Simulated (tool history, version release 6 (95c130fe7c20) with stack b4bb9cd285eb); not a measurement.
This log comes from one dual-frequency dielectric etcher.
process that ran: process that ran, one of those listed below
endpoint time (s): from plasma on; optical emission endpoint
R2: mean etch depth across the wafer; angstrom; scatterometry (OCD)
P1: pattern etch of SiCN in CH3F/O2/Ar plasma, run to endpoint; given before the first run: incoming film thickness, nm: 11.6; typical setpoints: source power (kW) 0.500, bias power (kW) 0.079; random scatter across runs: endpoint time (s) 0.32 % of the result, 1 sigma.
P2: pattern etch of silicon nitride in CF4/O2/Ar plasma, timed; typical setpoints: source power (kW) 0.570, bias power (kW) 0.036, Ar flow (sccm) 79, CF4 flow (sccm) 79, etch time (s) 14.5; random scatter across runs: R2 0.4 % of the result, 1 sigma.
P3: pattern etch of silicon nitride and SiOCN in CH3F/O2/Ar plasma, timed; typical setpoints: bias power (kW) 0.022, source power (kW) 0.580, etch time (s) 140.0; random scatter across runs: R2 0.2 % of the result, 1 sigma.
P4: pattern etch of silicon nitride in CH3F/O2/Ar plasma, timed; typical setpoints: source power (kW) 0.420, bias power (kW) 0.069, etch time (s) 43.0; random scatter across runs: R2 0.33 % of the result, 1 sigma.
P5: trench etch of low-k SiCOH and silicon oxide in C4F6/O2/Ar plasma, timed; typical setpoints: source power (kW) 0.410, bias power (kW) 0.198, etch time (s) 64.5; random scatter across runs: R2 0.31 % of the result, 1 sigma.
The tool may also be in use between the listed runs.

Run 1, hour 11.6: process that ran P1, source power (kW) 0.500, bias power (kW) 0.079. Result: endpoint time (s) 28.153.
Run 2, hour 22.0: process that ran P2, source power (kW) 0.570, bias power (kW) 0.036, Ar flow (sccm) 56, CF4 flow (sccm) 79, etch time (s) 14.5. Result: R2 286.20 angstrom.
Run 3, hour 39.3: process that ran P4, source power (kW) 0.270, bias power (kW) 0.069, etch time (s) 43.0. Result: R2 251.98 angstrom.
Run 4, hour 47.7: process that ran P1, source power (kW) 0.640, bias power (kW) 0.079. Result: endpoint time (s) 25.663.
Run 5, hour 56.6: process that ran P3, source power (kW) 0.780, bias power (kW) 0.022, etch time (s) 140.0. Result: R2 225.52 angstrom.
Run 6, hour 71.4: process that ran P2, source power (kW) 0.360, bias power (kW) 0.036, Ar flow (sccm) 79, CF4 flow (sccm) 79, etch time (s) 14.5. Result: R2 182.57 angstrom.
Run 7, hour 83.4: process that ran P1, source power (kW) 0.500, bias power (kW) 0.064. Result: endpoint time (s) 30.239.
Run 8, hour 92.6: process that ran P1, source power (kW) 0.500, bias power (kW) 0.079. Result: endpoint time (s) 28.182.
Run 9, hour 102.1: process that ran P5, source power (kW) 0.410, bias power (kW) 0.144, etch time (s) 64.5. Result: R2 1953.60 angstrom.
Run 10, hour 117.3: process that ran P5, source power (kW) 0.300, bias power (kW) 0.198, etch time (s) 64.5. Result: R2 1916.20 angstrom.
Run 11, hour 133.2: process that ran P5, source power (kW) 0.410, bias power (kW) 0.198, etch time (s) 36.5. Result: R2 1220.10 angstrom.
Run 12, hour 145.0: process that ran P4, source power (kW) 0.420, bias power (kW) 0.047, etch time (s) 43.0. Result: R2 261.01 angstrom.
Run 13, hour 158.3: process that ran P1, source power (kW) 0.500, bias power (kW) 0.079. Result: endpoint time (s) 28.188.
Run 14, hour 172.0: process that ran P1, source power (kW) 0.500, bias power (kW) 0.079. Result: endpoint time (s) 28.209.
Run 15, hour 182.7: process that ran P1, source power (kW) 0.350, bias power (kW) 0.109. Result: endpoint time (s) 28.446.
Run 16, hour 198.3: process that ran P2, source power (kW) 0.570, bias power (kW) 0.036, Ar flow (sccm) 79, CF4 flow (sccm) 79, etch time (s) 8.0. Result: R2 149.57 angstrom.
Run 17, hour 212.4: process that ran P1, source power (kW) 0.500, bias power (kW) 0.079. Result: endpoint time (s) 28.080.
Run 18, hour 227.1: process that ran P5, source power (kW) 0.410, bias power (kW) 0.198, etch time (s) 64.5. Result: R2 2150.70 angstrom.
Run 19, hour 237.6: process that ran P2, source power (kW) 0.570, bias power (kW) 0.036, Ar flow (sccm) 79, CF4 flow (sccm) 79, etch time (s) 14.5. Result: R2 271.42 angstrom.
At hour 246.0: bias power generator calibrated.
Run 20, hour 253.3: process that ran P1, source power (kW) 0.690, bias power (kW) 0.060. Result: endpoint time (s) 27.432.
Run 21, hour 262.4: process that ran P4, source power (kW) 0.420, bias power (kW) 0.069, etch time (s) 43.0. Result: R2 297.40 angstrom.
Run 22, hour 271.2: process that ran P1, source power (kW) 0.320, bias power (kW) 0.079. Result: endpoint time (s) 33.423.
Run 23, hour 280.3: process that ran P2, source power (kW) 0.570, bias power (kW) 0.036, Ar flow (sccm) 79, CF4 flow (sccm) 62, etch time (s) 14.5. Result: R2 261.51 angstrom.
Run 24, hour 290.7: process that ran P1, source power (kW) 0.500, bias power (kW) 0.079. Result: endpoint time (s) 28.066.
Run 25, hour 300.5: process that ran P1, source power (kW) 0.500, bias power (kW) 0.079. Result: endpoint time (s) 27.843.
Run 26, hour 311.0: process that ran P1, source power (kW) 0.380, bias power (kW) 0.092. Result: endpoint time (s) 29.447.
Run 27, hour 320.9: process that ran P1, source power (kW) 0.500, bias power (kW) 0.102. Result: endpoint time (s) 25.578.
Run 28, hour 338.1: process that ran P4, source power (kW) 0.420, bias power (kW) 0.069, etch time (s) 64.5. Result: R2 446.89 angstrom.
Run 29, hour 349.2: process that ran P3, source power (kW) 0.580, bias power (kW) 0.014, etch time (s) 140.0. Result: R2 169.16 angstrom.
Run 30, hour 359.8: process that ran P3, source power (kW) 0.580, bias power (kW) 0.022, etch time (s) 140.0. Result: R2 203.65 angstrom.
Run 31, hour 371.3: process that ran P3, source power (kW) 0.580, bias power (kW) 0.022, etch time (s) 205.5. Result: R2 298.42 angstrom.
Run 32, hour 381.1: process that ran P3, source power (kW) 0.580, bias power (kW) 0.022, etch time (s) 140.0. Result: R2 203.77 angstrom.
Run 33, hour 396.6: process that ran P2, source power (kW) 0.570, bias power (kW) 0.027, Ar flow (sccm) 79, CF4 flow (sccm) 79, etch time (s) 14.5. Result: R2 245.85 angstrom.
Run 34, hour 405.7: process that ran P1, source power (kW) 0.500, bias power (kW) 0.079. Result: endpoint time (s) 28.025.
Run 35, hour 418.9: process that ran P1, source power (kW) 0.500, bias power (kW) 0.079. Result: endpoint time (s) 27.972.
Run 36, hour 433.1: process that ran P1, source power (kW) 0.500, bias power (kW) 0.079. Result: endpoint time (s) 27.746.
Run 37, hour 448.1: process that ran P1, source power (kW) 0.500, bias power (kW) 0.079. Result: endpoint time (s) 27.671.
At hour 463.9: wet clean of the chamber.
Run 38, hour 464.1: process that ran P1, source power (kW) 0.500, bias power (kW) 0.079. Result: endpoint time (s) 27.811.
Run 39, hour 473.7: process that ran P1, source power (kW) 0.500, bias power (kW) 0.079. Result: endpoint time (s) 27.663.
Run 40, hour 483.9: process that ran P1, source power (kW) 0.500, bias power (kW) 0.079. Result: endpoint time (s) 27.599.
Run 41, hour 497.1: process that ran P1, source power (kW) 0.500, bias power (kW) 0.079. Result: endpoint time (s) 27.613.
Run 42, hour 508.9: process that ran P1, source power (kW) 0.500, bias power (kW) 0.079. Result: endpoint time (s) 27.706.
Run 43, hour 519.4: process that ran P1, source power (kW) 0.500, bias power (kW) 0.079. Result: endpoint time (s) 27.710.

P1 has crept away from where it was. The log is fitted equally well by each of these 2 causes, at the sizes shown:
A: bias power that arrives over what is set, % = 4.63
B: source power that arrives over what is set, % = 4.38
The gradual shift began around hour 405.7.
Ruled out, with reasons:
chamber walls in a state that raises the etch rate, %: serviced at hour 463.9, after the change had begun; the process did not return to its earlier output

The list below offers 4 check runs, each averaging the results of 2 wafers, and shows each result as a question mark. For which of them would the listed causes give clearly different results?
Run check 1, hour 529.9: process that ran P2, source power (kW) 0.570, bias power (kW) 0.036, Ar flow (sccm) 60, CF4 flow (sccm) 79, etch time (s) 12.0. Result: R2 ?.
Run check 2, hour 529.9: process that ran P5, source power (kW) 0.410, bias power (kW) 0.164, etch time (s) 45.5. Result: R2 ?.
Run check 3, hour 529.9: process that ran P4, source power (kW) 0.270, bias power (kW) 0.057, etch time (s) 43.0. Result: R2 ?.
Run check 4, hour 529.9: process that ran P3, source power (kW) 0.730, bias power (kW) 0.017, etch time (s) 140.0. Result: R2 ?.

What every check run would give for each of its results, assuming each possible cause in turn:
  check  result     if A     if B
check 1      R2   236.60   242.09
check 2      R2  1453.70  1457.70
check 3      R2   239.35   239.62
check 4      R2   202.26   201.77
How far apart the two closest causes lie, in the result that separates them most: check 1 2.29 %; check 2 0.28 %; check 3 0.11 %; check 4 0.24 %
The causes can be told apart only by check 1. The other checks would give nearly the same results under each of them.

The results of check 1 are: R2 237.24 angstrom. Based on these, which of the listed causes is it?

A is the cause: bias power that arrives over what is set, %.
